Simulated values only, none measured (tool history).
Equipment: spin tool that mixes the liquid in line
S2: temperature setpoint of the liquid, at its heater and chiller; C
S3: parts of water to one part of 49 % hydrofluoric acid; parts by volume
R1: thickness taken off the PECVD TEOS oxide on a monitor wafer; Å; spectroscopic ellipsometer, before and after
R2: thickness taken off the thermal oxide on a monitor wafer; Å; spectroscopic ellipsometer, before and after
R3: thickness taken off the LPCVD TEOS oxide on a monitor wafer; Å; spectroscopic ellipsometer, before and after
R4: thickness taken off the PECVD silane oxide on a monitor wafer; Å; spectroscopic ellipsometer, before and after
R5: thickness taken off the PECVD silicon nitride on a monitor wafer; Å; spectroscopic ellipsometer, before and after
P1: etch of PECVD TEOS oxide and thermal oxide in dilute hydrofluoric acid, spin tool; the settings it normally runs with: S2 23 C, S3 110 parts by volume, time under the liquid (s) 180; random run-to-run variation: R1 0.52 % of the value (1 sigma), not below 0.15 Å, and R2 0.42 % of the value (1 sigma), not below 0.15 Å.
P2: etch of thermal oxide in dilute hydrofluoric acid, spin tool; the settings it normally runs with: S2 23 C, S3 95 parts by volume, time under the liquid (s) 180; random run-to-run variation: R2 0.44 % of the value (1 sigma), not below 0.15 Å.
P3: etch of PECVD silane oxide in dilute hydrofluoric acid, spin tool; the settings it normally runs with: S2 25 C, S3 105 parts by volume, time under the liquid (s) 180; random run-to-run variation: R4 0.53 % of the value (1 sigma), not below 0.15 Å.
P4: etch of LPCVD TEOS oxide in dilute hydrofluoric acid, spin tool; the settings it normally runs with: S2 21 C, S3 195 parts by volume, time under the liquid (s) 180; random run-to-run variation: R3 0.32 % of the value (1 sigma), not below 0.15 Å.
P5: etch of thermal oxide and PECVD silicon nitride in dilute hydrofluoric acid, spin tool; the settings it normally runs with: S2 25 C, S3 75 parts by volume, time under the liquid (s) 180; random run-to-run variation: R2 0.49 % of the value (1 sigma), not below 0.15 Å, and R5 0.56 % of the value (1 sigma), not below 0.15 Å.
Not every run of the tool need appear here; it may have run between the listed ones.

run 1 hour=6.2 | process_that_ran=P1 S2=23 S3=110 time_under_the_liquid_(s)=180 | R1=134.06 R2=71.223
run 2 hour=9.1 | process_that_ran=P1 S2=23 S3=110 time_under_the_liquid_(s)=180 | R1=133.54 R2=71.264
run 3 hour=12.7 | process_that_ran=P1 S2=23 S3=110 time_under_the_liquid_(s)=180 | R1=133 R2=71.687
run 4 hour=15.6 | process_that_ran=P1 S2=23 S3=110 time_under_the_liquid_(s)=80 | R1=59.318 R2=31.9
run 5 hour=21.5 | process_that_ran=P1 S2=29.5 S3=110 time_under_the_liquid_(s)=180 | R1=173.26 R2=91.603
run 6 hour=25.6 | process_that_ran=P1 S2=27.5 S3=110 time_under_the_liquid_(s)=20 | R1=17.966 R2=9.3951
run 7 hour=30.5 | process_that_ran=P1 S2=23 S3=175 time_under_the_liquid_(s)=180 | R1=78.307 R2=41.844
run 8 hour=33.9 | process_that_ran=P1 S2=23 S3=110 time_under_the_liquid_(s)=180 | R1=133.14 R2=71.978
run 9 hour=39.3 | process_that_ran=P4 S2=21 S3=305 time_under_the_liquid_(s)=180 | R3=172.35
run 10 hour=44.7 | process_that_ran=P1 S2=23 S3=40 time_under_the_liquid_(s)=180 | R1=400.51 R2=213.66
run 11 hour=50.2 | process_that_ran=P4 S2=17 S3=195 time_under_the_liquid_(s)=180 | R3=256.83
run 12 hour=53.3 | process_that_ran=P2 S2=29.5 S3=95 time_under_the_liquid_(s)=180 | R2=112.21
run 13 hour=56.5 | process_that_ran=P2 S2=23 S3=95 time_under_the_liquid_(s)=180 | R2=87.206
run 14 hour=59.9 | process_that_ran=P3 S2=25 S3=70 time_under_the_liquid_(s)=180 | R4=723.85
run 15 hour=64.5 | process_that_ran=P1 S2=23 S3=110 time_under_the_liquid_(s)=180 | R1=131.71 R2=71.566
run 16 hour=67.7 | process_that_ran=P2 S2=23 S3=95 time_under_the_liquid_(s)=345 | R2=167.26
run 17 hour=71 | process_that_ran=P5 S2=25 S3=75 time_under_the_liquid_(s)=330 | R2=216.16 R5=262.63
run 18 hour=73.7 | process_that_ran=P5 S2=25 S3=75 time_under_the_liquid_(s)=180 | R2=119.38 R5=144.22
run 19 hour=77.5 | process_that_ran=P2 S2=23 S3=165 time_under_the_liquid_(s)=180 | R2=46.354
run 20 hour=80.5 | process_that_ran=P1 S2=18 S3=110 time_under_the_liquid_(s)=180 | R1=108.94 R2=58.323
-- hour=85.7 thermometer replaced
run 21 hour=86.3 | process_that_ran=P4 S2=21 S3=195 time_under_the_liquid_(s)=15 | R3=25.295
run 22 hour=91.4 | process_that_ran=P3 S2=32 S3=105 time_under_the_liquid_(s)=180 | R4=598.83
run 23 hour=96.4 | process_that_ran=P1 S2=23 S3=110 time_under_the_liquid_(s)=180 | R1=133.58 R2=72.417
run 24 hour=101.1 | process_that_ran=P1 S2=23 S3=110 time_under_the_liquid_(s)=265 | R1=196.12 R2=105.13
run 25 hour=106 | process_that_ran=P4 S2=21 S3=195 time_under_the_liquid_(s)=180 | R3=296.89
run 26 hour=109.7 | process_that_ran=P5 S2=25 S3=75 time_under_the_liquid_(s)=180 | R2=117.51 R5=144.59
run 27 hour=113.7 | process_that_ran=P3 S2=25 S3=105 time_under_the_liquid_(s)=180 | R4=453.86
run 28 hour=119.4 | process_that_ran=P2 S2=23 S3=95 time_under_the_liquid_(s)=180 | R2=87.333
run 29 hour=122.7 | process_that_ran=P5 S2=33.5 S3=75 time_under_the_liquid_(s)=180 | R2=164.68 R5=246.67
run 30 hour=125.9 | process_that_ran=P5 S2=25 S3=125 time_under_the_liquid_(s)=180 | R2=66.548 R5=86.529
run 31 hour=129 | process_that_ran=P3 S2=25 S3=105 time_under_the_liquid_(s)=25 | R4=64.499
run 32 hour=134.9 | process_that_ran=P1 S2=23 S3=110 time_under_the_liquid_(s)=180 | R1=134 R2=71.159
run 33 hour=137.9 | process_that_ran=P1 S2=23 S3=110 time_under_the_liquid_(s)=180 | R1=136.59 R2=73.338
run 34 hour=141.4 | process_that_ran=P1 S2=23 S3=110 time_under_the_liquid_(s)=180 | R1=140.56 R2=74.397
run 35 hour=146.3 | process_that_ran=P1 S2=23 S3=110 time_under_the_liquid_(s)=180 | R1=140.87 R2=75.538
run 36 hour=149.3 | process_that_ran=P1 S2=23 S3=110 time_under_the_liquid_(s)=180 | R1=142.12 R2=76.239
run 37 hour=152.2 | process_that_ran=P1 S2=23 S3=110 time_under_the_liquid_(s)=180 | R1=143.67 R2=77.107
run 38 hour=156.2 | process_that_ran=P1 S2=23 S3=110 time_under_the_liquid_(s)=180 | R1=142.25 R2=77.034
run 39 hour=161.7 | process_that_ran=P1 S2=23 S3=110 time_under_the_liquid_(s)=180 | R1=144 R2=78.118
run 40 hour=165.9 | process_that_ran=P1 S2=23 S3=110 time_under_the_liquid_(s)=180 | R1=144.8 R2=77.065
run 41 hour=169.9 | process_that_ran=P1 S2=23 S3=110 time_under_the_liquid_(s)=180 | R1=144.11 R2=77.539
run 42 hour=173.3 | process_that_ran=P1 S2=23 S3=110 time_under_the_liquid_(s)=180 | R1=145.25 R2=77.229
run 43 hour=178.1 | process_that_ran=P1 S2=23 S3=110 time_under_the_liquid_(s)=180 | R1=145.88 R2=77.581

Something has made what P1 gives creep away from where it was; the 2 causes below, each at its own stated size, fit the log equally well:
A: liquid hotter than its thermometer reads (K) = 2.09
B: hydrofluoric acid flow above the setpoint (%) = 7.56
The process output started creeping at around hour 134.9.

Consider the 4 single-wafer check runs listed below, results given as question marks: which one distinguishes between the causes by giving clearly different results for each?
run check 1 hour=182.9 | process_that_ran=P5 S2=25 S3=75 time_under_the_liquid_(s)=180 | R2=? R5=?
run check 2 hour=182.9 | process_that_ran=P2 S2=23 S3=95 time_under_the_liquid_(s)=180 | R2=?
run check 3 hour=182.9 | process_that_ran=P4 S2=21 S3=195 time_under_the_liquid_(s)=180 | R3=?
run check 4 hour=182.9 | process_that_ran=P3 S2=25 S3=105 time_under_the_liquid_(s)=180 | R4=?

What each check would give under each cause:
check=check_1 result=R2 if_A=128.71 if_B=128.31
check=check_1 result=R5 if_A=164.65 if_B=154.26
check=check_2 result=R2 if_A=94.585 if_B=94.392
check=check_3 result=R3 if_A=323.44 if_B=325.93
check=check_4 result=R4 if_A=497.21 if_B=497.8
Smallest distance between any two causes, each pair judged by its most separating result, in per cent: check 1 6.52 %; check 2 0.2 %; check 3 0.77 %; check 4 0.12 %
Only in check 1 would the causes give clearly different results; in the remaining checks their results would be nearly the same.

Here is what check 1 returned: R2 128.22 Å; R5 152.67 Å. Which cause is it?

B is the cause: hydrofluoric acid flow above the setpoint (%).
